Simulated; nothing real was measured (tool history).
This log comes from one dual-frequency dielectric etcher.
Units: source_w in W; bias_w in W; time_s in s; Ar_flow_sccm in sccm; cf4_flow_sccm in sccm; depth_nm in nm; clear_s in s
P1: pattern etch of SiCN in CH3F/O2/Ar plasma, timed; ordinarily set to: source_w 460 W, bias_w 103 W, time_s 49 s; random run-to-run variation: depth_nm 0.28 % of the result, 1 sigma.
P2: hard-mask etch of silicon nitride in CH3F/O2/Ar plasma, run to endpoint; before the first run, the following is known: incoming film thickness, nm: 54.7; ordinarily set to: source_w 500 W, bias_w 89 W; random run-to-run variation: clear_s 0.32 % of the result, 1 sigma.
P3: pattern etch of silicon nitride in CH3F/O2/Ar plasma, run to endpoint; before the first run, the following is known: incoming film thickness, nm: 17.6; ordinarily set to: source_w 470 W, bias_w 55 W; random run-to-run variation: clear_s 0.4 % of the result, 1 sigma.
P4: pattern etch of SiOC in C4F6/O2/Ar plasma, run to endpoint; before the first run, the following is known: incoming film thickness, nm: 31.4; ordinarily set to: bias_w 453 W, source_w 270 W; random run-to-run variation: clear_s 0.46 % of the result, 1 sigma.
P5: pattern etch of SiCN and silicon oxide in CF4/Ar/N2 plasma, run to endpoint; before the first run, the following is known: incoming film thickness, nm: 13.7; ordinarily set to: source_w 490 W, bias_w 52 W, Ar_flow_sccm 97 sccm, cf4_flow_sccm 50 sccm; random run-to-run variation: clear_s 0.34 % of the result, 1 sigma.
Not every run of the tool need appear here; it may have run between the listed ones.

run	hour	process	source_w	bias_w	time_s	Ar_flow_sccm	cf4_flow_sccm	depth_nm	clear_s
1	7.3	P1	460	103	49			22.314	
2	16.8	P5	490	52		97	50		17.673
3	24.1	P5	490	52		97	39		18.434
4	33.8	P1	460	122	49			23.897	
5	40.6	P1	460	78	49			20.399	
6	46.1	P1	460	103	49			22.502	
7	50.4	P4	270	453					12.515
8	59.3	P2	370	89					73.499
9	67.2	P5	490	52		97	50		17.706
10	71.6	P1	460	103	49			22.379	
11	77.8	P1	460	103	49			22.365	
12	83.2	P2	500	89					65.914
13	88.3	P5	690	52		97	50		12.955
14	94	P4	350	453					11.276
15	102.1	P5	490	52		119	50		18.247
16	110.2	P1	460	103	49			22.466	
17	117	P1	460	103	49			22.365	
18	125.1	P1	590	129	49			26.75	
19	134.7	P5	490	34		97	50		20.165
20	142	P3	470	55					26.376
21	150.1	P1	570	103	49			24.323	
22	158.5	P3	470	55					26.144
23	164	P1	580	77	49			22.03	
24	170.9	P4	270	453					12.431
25	178.2	P1	460	103	29.5			13.564	
26	184.8	P3	470	44					28.031
27	194	P1	460	103	63.5			28.983	
28	201.8	P3	610	55					23.837
29	208.2	P2	500	89					65.935
30	213.4	P2	500	118					59.033
31	218.2	P1	320	103	49			19.593	
32	224.5	P4	270	590					11.136
33	233	P1	460	103	49			22.522	
34	242.7	P1	460	103	49			22.525	
35	248.7	P1	460	103	49			22.742	
36	258.1	P1	460	103	49			22.634	
37	264.6	P1	460	103	49			22.645	

Run 38 is up next; what results do you expect?
# hour 267.6: wet clean of the chamber
38	270.4	P1	460	103	49			?	

{"run 38": {"depth_nm": 22.692}}
